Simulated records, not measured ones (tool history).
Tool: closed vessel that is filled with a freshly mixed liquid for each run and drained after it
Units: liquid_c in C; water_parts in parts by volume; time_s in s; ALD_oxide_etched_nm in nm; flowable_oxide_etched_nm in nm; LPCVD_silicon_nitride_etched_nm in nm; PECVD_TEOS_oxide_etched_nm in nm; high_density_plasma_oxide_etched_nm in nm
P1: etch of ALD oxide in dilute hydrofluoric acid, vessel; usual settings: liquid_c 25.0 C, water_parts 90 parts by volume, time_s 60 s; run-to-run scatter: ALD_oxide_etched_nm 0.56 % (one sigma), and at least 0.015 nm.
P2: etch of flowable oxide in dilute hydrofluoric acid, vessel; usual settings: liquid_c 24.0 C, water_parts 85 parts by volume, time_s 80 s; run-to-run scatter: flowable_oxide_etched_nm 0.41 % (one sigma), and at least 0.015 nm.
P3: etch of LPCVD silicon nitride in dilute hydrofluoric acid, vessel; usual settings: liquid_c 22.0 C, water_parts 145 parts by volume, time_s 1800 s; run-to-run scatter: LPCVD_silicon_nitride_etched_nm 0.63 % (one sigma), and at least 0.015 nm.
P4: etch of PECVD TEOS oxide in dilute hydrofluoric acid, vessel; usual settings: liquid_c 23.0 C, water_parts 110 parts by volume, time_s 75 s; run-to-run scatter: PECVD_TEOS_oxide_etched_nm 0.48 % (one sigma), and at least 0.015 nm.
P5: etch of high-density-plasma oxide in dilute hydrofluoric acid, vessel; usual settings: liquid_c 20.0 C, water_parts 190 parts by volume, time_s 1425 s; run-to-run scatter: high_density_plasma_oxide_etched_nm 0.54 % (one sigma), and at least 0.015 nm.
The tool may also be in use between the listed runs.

run	day	process	liquid_c	water_parts	time_s	hours since the thermometer was replaced	hours since the hydrofluoric acid flow meter was replaced	ALD_oxide_etched_nm	flowable_oxide_etched_nm	LPCVD_silicon_nitride_etched_nm	PECVD_TEOS_oxide_etched_nm	high_density_plasma_oxide_etched_nm
1	0.112	P1	25.0	90	60	397.8	228.3	9.8322				
2	0.304	P2	32.0	85	80	402.4	232.9		65.340			
3	0.442	P3	17.5	145	1800	405.7	236.2			3.71320		
4	0.596	P4	17.0	110	75	409.4	239.9				8.2073	
5	0.721	P5	20.0	345	1425	412.4	242.9					20.1730
6	0.842	P1	18.5	145	60	415.3	245.8	4.4501				
7	1.046	P1	25.0	90	60	420.2	250.7	9.7425				
8	1.196	P1	25.0	50	60	423.8	254.3	18.5790				
9	1.408	P1	25.0	90	60	428.9	259.4	9.8119				
10	1.579	P1	33.0	90	60	433.0	263.5	13.4100				
11	1.692	P3	22.0	260	1800	435.7	266.2			2.86880		
12	1.888	P1	25.0	90	30	440.4	270.9	4.9006				
13	2.088	P1	29.5	160	60	445.2	275.7	6.0490				
14	2.204	P1	25.0	90	90	448.0	278.5	14.6740				
15	2.300	P4	23.0	110	30	450.3	280.8				4.1423	
16	2.504	P1	17.5	90	60	455.2	285.7	7.2798				
17	2.642	P2	24.0	85	30	458.5	289.0		17.788			
18	2.804	P1	25.0	90	60	462.4	292.9	9.8957				
19	3.012	P2	24.0	85	80	467.4	297.9		47.567			
20	3.112	P3	22.0	145	50	469.8	300.3			0.12824		
21	3.217	P2	24.0	125	80	472.3	302.8		30.882			
22	3.346	P5	25.5	190	1425	475.4	305.9					52.8260
23	3.517	P1	25.0	90	60	479.5	310.0	9.8953				
24	3.696	P2	24.0	85	80	483.8	314.3		47.766			
25	3.846	P3	22.0	145	1800	487.4	317.9			5.14650		
26	3.988	P1	25.0	90	60	490.8	321.3	9.8296				
27	4.125	P5	20.0	190	245	494.1	324.6					7.3682
28	4.304	P4	23.0	30	75	498.4	328.9				42.1530	
29	4.500	P3	22.0	145	1800	503.1	333.6			5.04410		
30	4.658	P4	23.0	110	75	506.9	337.4				10.4190	
31	4.867	P5	20.0	190	1425	511.9	342.4					42.7650
32	4.996	P4	23.0	110	75	515.0	345.5				10.4300	
33	5.175	P1	25.0	130	60	519.3	349.8	6.5333				
34	5.296	P1	25.0	90	60	522.2	352.7	9.7881				
35	5.442	P1	25.0	90	60	525.7	356.2	9.4629				
36	5.558	P1	25.0	90	60	528.5	359.0	9.2813				
37	5.679	P1	25.0	90	60	531.4	361.9	9.1066				
38	5.858	P1	25.0	90	60	535.7	366.2	9.0536				
39	6.004	P1	25.0	90	60	539.2	369.7	9.0462				
40	6.196	P1	25.0	90	60	543.8	374.3	8.8730				
41	6.329	P1	25.0	90	60	547.0	377.5	8.9125				

What P1 gives has crept away from where it was. These 2 causes fit the log equally well, each at the size given:
A: hydrofluoric acid flow below the setpoint (%) = 8.07
B: liquid colder than its thermometer reads (K) = 2.36
The creep began at about day 5.296.

4 check runs are offered, one wafer each, their results left as question marks. Which one tells the causes apart?
check 1	6.462	P4	17.0	110	75						?	
check 2	6.462	P2	27.5	85	30				?			
check 3	6.462	P3	22.0	255	1800					?		
check 4	6.462	P5	23.5	190	1425							?

What each check would give under each cause:
check	result	if A	if B
check 1	PECVD_TEOS_oxide_etched_nm	7.4072	7.3626
check 2	flowable_oxide_etched_nm	18.599	18.629
check 3	LPCVD_silicon_nitride_etched_nm	2.69440	2.51600
check 4	high_density_plasma_oxide_etched_nm	44.2450	44.8010
How far apart the two closest causes lie, in the result that separates them most: check 1 0.6 %; check 2 0.16 %; check 3 6.85 %; check 4 1.25 %
Only check 3 tells the causes apart: in the others they would give nearly the same result.

Check 3 was then run and gave: LPCVD_silicon_nitride_etched_nm 2.68670 nm. Which cause is it?

It is A: hydrofluoric acid flow below the setpoint (%).
